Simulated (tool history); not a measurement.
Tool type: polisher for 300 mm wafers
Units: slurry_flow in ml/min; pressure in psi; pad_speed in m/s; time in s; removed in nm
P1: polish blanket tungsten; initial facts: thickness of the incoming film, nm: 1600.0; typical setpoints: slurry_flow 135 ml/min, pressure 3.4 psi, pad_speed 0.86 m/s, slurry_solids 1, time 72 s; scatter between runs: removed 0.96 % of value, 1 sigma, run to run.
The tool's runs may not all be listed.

run   hour  slurry_flow  pressure  pad_speed  slurry_solids  time  wafers polished on this pad  hours since the slurry nozzle was cleaned  hours since the head pressure was calibrated  hours since the slurry blender was calibrated  hours since the slurry got fresh peroxide  removed
  1   10.9          135       3.4       0.86              1    72                          340                                        306                                         342.8                                          201.3                                       47.4      270
  2     21          135       3.4       0.86            1.4    72                          412                                      316.1                                         352.9                                          211.4                                       57.5    289.3
  3   30.4          135       3.4       0.86              1    72                          480                                      325.5                                         362.3                                          220.8                                       66.9   274.65
  4   44.8          135       5.1       0.86              1    72                          583                                      339.9                                         376.7                                          235.2                                       81.3   407.57
  5   52.4          135       3.4       0.86              1    72                          638                                      347.5                                         384.3                                          242.8                                       88.9   271.93
  6   66.5          135       2.1       0.86              1    72                          739                                      361.6                                         398.4                                          256.9                                        103   169.86
  7   73.7           85       3.4       0.86              1    72                          791                                      368.8                                         405.6                                          264.1                                      110.2   246.39
  8   80.9          135       3.4       0.86              1    72                          843                                        376                                         412.8                                          271.3                                      117.4   272.53
  9   92.2          205       3.4       0.86              1    72                          924                                      387.3                                         424.1                                          282.6                                      128.7   290.57
 10  100.3          135       3.4       0.86           0.55    72                          982                                      395.4                                         432.2                                          290.7                                      136.8   235.54
 11  113.8          135       3.4       0.86              1    72                         1079                                      408.9                                         445.7                                          304.2                                      150.3   269.37
 12  124.7          135       3.4       0.86              1    93                         1157                                      419.8                                         456.6                                          315.1                                      161.2   349.16
 13    132          135       3.4       1.28              1    72                         1210                                      427.1                                         463.9                                          322.4                                      168.5   397.95
 14  139.2          135       3.4       0.86              1    32                         1261                                      434.3                                         471.1                                          329.6                                      175.7   123.17
 15  153.9          135       3.4       1.16              1   108                         1367                                        449                                         485.8                                          344.3                                      190.4   548.95
 16    164          135       3.4        0.5              1    72                         1439                                      459.1                                         495.9                                          354.4                                      200.5    160.1
 17  174.5           95       3.4       0.86              1   103                         1515                                      469.6                                         506.4                                          364.9                                        211   356.59
 18  189.5          135       3.4       0.86              1    72                         1623                                      484.6                                         521.4                                          379.9                                        226   277.98
 19    202          135       3.4       0.86              1    72                         1712                                      497.1                                         533.9                                          392.4                                      238.5    261.3
 20  213.6          135       3.4       0.86              1    72                         1796                                      508.7                                         545.5                                            404                                      250.1    261.4
 21  221.5          135       3.4       0.86              1    72                         1852                                      516.6                                         553.4                                          411.9                                        258    258.3
 22  233.5          135       3.4       0.86              1    72                         1939                                      528.6                                         565.4                                          423.9                                        270   256.18
 23  241.3          135       3.4       0.86              1    72                         1995                                      536.4                                         573.2                                          431.7                                      277.8   253.77
 24  248.2          135       3.4       0.86              1    72                         2044                                      543.3                                         580.1                                          438.6                                      284.7   249.35
     252.3  -- head pressure recalibrated
     252.4  -- slurry blender recalibrated
     258.6  -- slurry tank refilled with fresh slurry and peroxide
 25  262.7          135       3.4       0.86              1    72                         2148                                      557.8                                          10.5                                           10.3                                        4.1   248.69
 26  275.1          135       3.4       0.86              1    72                         2237                                      570.2                                          22.9                                           22.7                                       16.5   247.61
 27  283.4          135       3.4       0.86              1    72                         2297                                      578.5                                          31.2                                             31                                       24.8   249.31
 28  298.2          135       3.4       0.86              1    72                         2403                                      593.3                                            46                                           45.8                                       39.6   247.61
 29  309.5          135       3.4       0.86              1    72                         2485                                      604.6                                          57.3                                           57.1                                       50.9   247.59

Compared with where it was, what P1 gives has crept away. Each cause listed below fits the log as well as the rest, at the size given for it:
A: removal rate lost through wear of the pad, % = 9.13
B: slurry flow missing at the pad, % = 33.8
The onset of the drift is placed at about hour 189.5.
Other possible causes, and why each is ruled out:
head's pressure below its setpoint, %: serviced after onset, at hour 252.3, with no recovery of the prior output
abrasive missing from the slurry, %: serviced after onset, at hour 252.4, with no recovery of the prior output
peroxide lost from the slurry, %: serviced after onset, at hour 258.6, with no recovery of the prior output

Which of the 4 check runs listed below, each an average over 3 wafers with its results shown as question marks, gives clearly different results under the different listed causes?
check 1  320.8           85       3.4       1.12              1    72                                                                                                                                                                                                                        ?
check 2  320.8          135       3.4       0.66              1    72                                                                                                                                                                                                                        ?
check 3  320.8          135       3.4       0.86            1.2    72                                                                                                                                                                                                                        ?
check 4  320.8          135       4.1       1.16              1    72                                                                                                                                                                                                                        ?

How each check would come out, cause by cause:
  check   result    if A    if B
check 1  removed  289.13  275.92
check 2  removed  190.17  190.18
check 3  removed  258.81  258.82
check 4  removed  403.05  403.07
Gap, in per cent, between the two causes that each check separates least, read from the result that separates them most: check 1 4.68 %; check 2 0 %; check 3 0 %; check 4 0 %
The causes can be told apart only by check 1. The other checks would give nearly the same results under each of them.

Running check 1 produced the following: removed 276.31 nm. Which one of the listed causes fits?

It is B: slurry flow missing at the pad, %.
